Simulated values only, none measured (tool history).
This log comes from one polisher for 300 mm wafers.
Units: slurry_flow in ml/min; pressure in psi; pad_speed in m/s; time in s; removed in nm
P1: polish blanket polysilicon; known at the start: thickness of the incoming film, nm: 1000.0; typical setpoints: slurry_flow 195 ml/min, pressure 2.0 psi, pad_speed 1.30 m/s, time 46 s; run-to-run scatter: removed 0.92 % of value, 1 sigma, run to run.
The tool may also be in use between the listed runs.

run 1 hour=3.7 | slurry_flow=195 pressure=2.0 pad_speed=1.30 time=46 | removed=334.31
run 2 hour=8.5 | slurry_flow=195 pressure=2.0 pad_speed=1.30 time=46 | removed=335.97
run 3 hour=12.0 | slurry_flow=195 pressure=2.0 pad_speed=1.30 time=46 | removed=332.67
run 4 hour=15.2 | slurry_flow=195 pressure=2.0 pad_speed=1.30 time=46 | removed=334.17
run 5 hour=17.9 | slurry_flow=195 pressure=2.0 pad_speed=1.30 time=63 | removed=455.95
run 6 hour=22.7 | slurry_flow=195 pressure=2.0 pad_speed=1.30 time=46 | removed=335.72
run 7 hour=25.6 | slurry_flow=195 pressure=2.0 pad_speed=2.02 time=46 | removed=518.24
run 8 hour=31.4 | slurry_flow=310 pressure=2.0 pad_speed=1.30 time=46 | removed=346.61
run 9 hour=36.0 | slurry_flow=195 pressure=3.1 pad_speed=1.30 time=46 | removed=511.89
run 10 hour=39.0 | slurry_flow=195 pressure=2.0 pad_speed=1.30 time=21 | removed=154.12
run 11 hour=43.2 | slurry_flow=195 pressure=2.0 pad_speed=1.30 time=46 | removed=338.72
run 12 hour=47.7 | slurry_flow=195 pressure=2.0 pad_speed=0.58 time=46 | removed=149.86
run 13 hour=50.9 | slurry_flow=120 pressure=2.0 pad_speed=2.04 time=46 | removed=491.56
run 14 hour=55.5 | slurry_flow=115 pressure=2.0 pad_speed=1.30 time=46 | removed=298.47
run 15 hour=61.7 | slurry_flow=195 pressure=0.9 pad_speed=1.30 time=46 | removed=149.86
run 16 hour=64.5 | slurry_flow=195 pressure=2.0 pad_speed=1.30 time=46 | removed=332.71
run 17 hour=70.6 | slurry_flow=195 pressure=2.0 pad_speed=1.30 time=46 | removed=320.84

What will run 18 give?
run 18 hour=76.4 | slurry_flow=195 pressure=2.0 pad_speed=1.30 time=46 | removed=?

Run 18 came out at removed 313.94 nm.

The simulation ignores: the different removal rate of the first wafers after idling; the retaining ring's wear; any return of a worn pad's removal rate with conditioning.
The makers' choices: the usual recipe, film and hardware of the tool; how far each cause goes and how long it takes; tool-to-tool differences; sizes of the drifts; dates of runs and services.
